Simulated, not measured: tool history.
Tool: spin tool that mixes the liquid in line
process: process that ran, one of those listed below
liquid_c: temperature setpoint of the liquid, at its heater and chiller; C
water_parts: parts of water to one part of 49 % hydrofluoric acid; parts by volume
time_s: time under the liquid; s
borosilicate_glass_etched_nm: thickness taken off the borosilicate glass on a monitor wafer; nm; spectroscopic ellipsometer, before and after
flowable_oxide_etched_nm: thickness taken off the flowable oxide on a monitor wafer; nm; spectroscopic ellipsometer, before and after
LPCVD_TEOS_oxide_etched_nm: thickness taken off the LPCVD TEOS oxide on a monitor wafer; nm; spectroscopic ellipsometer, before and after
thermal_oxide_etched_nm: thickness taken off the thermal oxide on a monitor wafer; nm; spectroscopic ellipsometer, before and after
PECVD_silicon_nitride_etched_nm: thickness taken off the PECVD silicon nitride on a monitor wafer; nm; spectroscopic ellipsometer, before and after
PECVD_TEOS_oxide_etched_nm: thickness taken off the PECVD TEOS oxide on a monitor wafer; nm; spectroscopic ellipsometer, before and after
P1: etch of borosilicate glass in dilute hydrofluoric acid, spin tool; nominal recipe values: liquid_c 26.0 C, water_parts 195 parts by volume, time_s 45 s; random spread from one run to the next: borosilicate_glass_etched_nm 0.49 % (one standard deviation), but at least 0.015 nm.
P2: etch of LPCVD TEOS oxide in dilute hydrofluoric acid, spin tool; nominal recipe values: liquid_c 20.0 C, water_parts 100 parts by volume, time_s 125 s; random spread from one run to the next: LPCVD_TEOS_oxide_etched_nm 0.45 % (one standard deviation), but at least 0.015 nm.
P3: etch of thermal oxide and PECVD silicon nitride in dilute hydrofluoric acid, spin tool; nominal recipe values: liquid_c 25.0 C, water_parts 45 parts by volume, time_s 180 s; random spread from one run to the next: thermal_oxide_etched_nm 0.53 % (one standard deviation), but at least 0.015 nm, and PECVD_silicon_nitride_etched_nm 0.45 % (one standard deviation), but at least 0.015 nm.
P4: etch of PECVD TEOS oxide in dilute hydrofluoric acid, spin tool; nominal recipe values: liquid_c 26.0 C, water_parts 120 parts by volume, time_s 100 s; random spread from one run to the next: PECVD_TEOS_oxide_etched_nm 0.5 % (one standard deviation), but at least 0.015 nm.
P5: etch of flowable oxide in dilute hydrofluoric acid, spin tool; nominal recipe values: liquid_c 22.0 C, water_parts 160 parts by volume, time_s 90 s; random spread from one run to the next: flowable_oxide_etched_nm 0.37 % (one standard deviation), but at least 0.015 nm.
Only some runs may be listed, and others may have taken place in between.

| run | hour | process | liquid_c | water_parts | time_s | borosilicate_glass_etched_nm | flowable_oxide_etched_nm | LPCVD_TEOS_oxide_etched_nm | thermal_oxide_etched_nm | PECVD_silicon_nitride_etched_nm | PECVD_TEOS_oxide_etched_nm |
|---|---|---|---|---|---|---|---|---|---|---|---|
| 1 | 4.3 | P1 | 26.0 | 195 | 45 | 12.9590 |  |  |  |  |  |
| 2 | 9.0 | P5 | 22.0 | 160 | 170 |  | 54.247 |  |  |  |  |
| 3 | 15.1 | P2 | 20.0 | 100 | 125 |  |  | 19.006 |  |  |  |
| 4 | 18.9 | P1 | 26.0 | 195 | 45 | 12.9120 |  |  |  |  |  |
| 5 | 23.2 | P3 | 25.0 | 45 | 180 |  |  |  | 21.140 | 17.473 |  |
| 6 | 28.5 | P1 | 26.0 | 110 | 25 | 14.0190 |  |  |  |  |  |
| 7 | 35.5 | P1 | 26.0 | 195 | 45 | 12.8180 |  |  |  |  |  |
| 8 | 40.1 | P4 | 26.0 | 120 | 35 |  |  |  |  |  | 3.0121 |
| 9 | 44.7 | P4 | 33.5 | 120 | 100 |  |  |  |  |  | 11.3740 |
| 10 | 50.9 | P1 | 26.0 | 195 | 45 | 12.9140 |  |  |  |  |  |
|  | 51.2 | hydrofluoric acid flow meter replaced |
| 11 | 57.5 | P2 | 20.0 | 25 | 125 |  |  | 82.611 |  |  |  |
| 12 | 63.9 | P3 | 25.0 | 45 | 345 |  |  |  | 39.928 | 33.363 |  |
| 13 | 68.3 | P1 | 26.0 | 195 | 85 | 24.3550 |  |  |  |  |  |
| 14 | 72.2 | P1 | 26.0 | 195 | 45 | 12.7800 |  |  |  |  |  |
| 15 | 77.6 | P4 | 26.0 | 120 | 100 |  |  |  |  |  | 8.5906 |
| 16 | 81.6 | P1 | 30.0 | 195 | 45 | 14.9490 |  |  |  |  |  |
| 17 | 87.1 | P5 | 22.0 | 160 | 90 |  | 28.938 |  |  |  |  |
| 18 | 90.3 | P3 | 17.5 | 45 | 180 |  |  |  | 15.225 | 10.439 |  |
| 19 | 94.1 | P1 | 18.5 | 195 | 45 | 9.7898 |  |  |  |  |  |
| 20 | 100.0 | P1 | 26.0 | 195 | 45 | 12.9890 |  |  |  |  |  |
| 21 | 104.4 | P2 | 20.0 | 100 | 240 |  |  | 36.385 |  |  |  |
| 22 | 109.4 | P5 | 28.5 | 160 | 90 |  | 36.796 |  |  |  |  |
| 23 | 113.3 | P1 | 26.0 | 195 | 45 | 12.7600 |  |  |  |  |  |
| 24 | 117.5 | P3 | 25.0 | 30 | 180 |  |  |  | 31.719 | 25.694 |  |
| 25 | 124.4 | P5 | 22.0 | 270 | 90 |  | 15.270 |  |  |  |  |
| 26 | 130.0 | P2 | 20.0 | 100 | 125 |  |  | 19.033 |  |  |  |
| 27 | 137.2 | P1 | 26.0 | 45 | 45 | 67.1550 |  |  |  |  |  |
|  | 140.3 | thermometer replaced |
| 28 | 142.0 | P4 | 26.0 | 210 | 100 |  |  |  |  |  | 4.4225 |
| 29 | 146.0 | P1 | 26.0 | 300 | 45 | 7.5057 |  |  |  |  |  |
| 30 | 150.9 | P2 | 27.5 | 100 | 125 |  |  | 25.744 |  |  |  |
| 31 | 155.7 | P1 | 26.0 | 195 | 15 | 4.2562 |  |  |  |  |  |
| 32 | 159.2 | P1 | 26.0 | 195 | 45 | 12.9320 |  |  |  |  |  |
| 33 | 166.2 | P1 | 26.0 | 195 | 45 | 13.3110 |  |  |  |  |  |
| 34 | 171.1 | P1 | 26.0 | 195 | 45 | 13.4560 |  |  |  |  |  |
| 35 | 178.1 | P1 | 26.0 | 195 | 45 | 13.5730 |  |  |  |  |  |
| 36 | 185.5 | P1 | 26.0 | 195 | 45 | 13.7310 |  |  |  |  |  |
| 37 | 191.3 | P1 | 26.0 | 195 | 45 | 13.6870 |  |  |  |  |  |
| 38 | 197.5 | P1 | 26.0 | 195 | 45 | 13.8610 |  |  |  |  |  |
| 39 | 203.7 | P1 | 26.0 | 195 | 45 | 13.7930 |  |  |  |  |  |
| 40 | 210.1 | P1 | 26.0 | 195 | 45 | 13.9340 |  |  |  |  |  |

What P1 gives has crept off from where it sat before. The 2 causes that follow fit the log equally well, each at the size noted:
A: hydrofluoric acid flow above the setpoint (%) = 6.22
B: liquid hotter than its thermometer reads (K) = 2.05
The drift started at roughly hour 159.2.

The check runs listed below each take one wafer, and their results are still question marks. Under which run would the listed causes lead to clearly different results?
| check 1 | 216.5 | P2 | 27.5 | 100 | 240 |  |  | ? |  |  |  |
| check 2 | 216.5 | P3 | 21.5 | 45 | 315 |  |  |  | ? | ? |  |
| check 3 | 216.5 | P5 | 22.0 | 160 | 160 |  | ? |  |  |  |  |
| check 4 | 216.5 | P4 | 33.0 | 210 | 100 |  |  |  |  |  | ? |

What each check would give under each cause:
| check | result | if A | if B |
|---|---|---|---|
| check 1 | LPCVD_TEOS_oxide_etched_nm | 52.768 | 53.281 |
| check 2 | thermal_oxide_etched_nm | 33.704 | 34.451 |
| check 2 | PECVD_silicon_nitride_etched_nm | 25.454 | 27.610 |
| check 3 | flowable_oxide_etched_nm | 54.876 | 55.323 |
| check 4 | PECVD_TEOS_oxide_etched_nm | 6.0780 | 6.0222 |
Per check, the gap between the least separated pair of causes, taken in the result that splits them most: check 1 0.97 %; check 2 8.13 %; check 3 0.81 %; check 4 0.92 %
Check 2 distinguishes between the causes, while the remaining checks would return nearly the same result for all of them.

Here is what check 2 returned: thermal_oxide_etched_nm 34.476 nm; PECVD_silicon_nitride_etched_nm 27.570 nm. Which cause is it?

B is the cause: liquid hotter than its thermometer reads (K).

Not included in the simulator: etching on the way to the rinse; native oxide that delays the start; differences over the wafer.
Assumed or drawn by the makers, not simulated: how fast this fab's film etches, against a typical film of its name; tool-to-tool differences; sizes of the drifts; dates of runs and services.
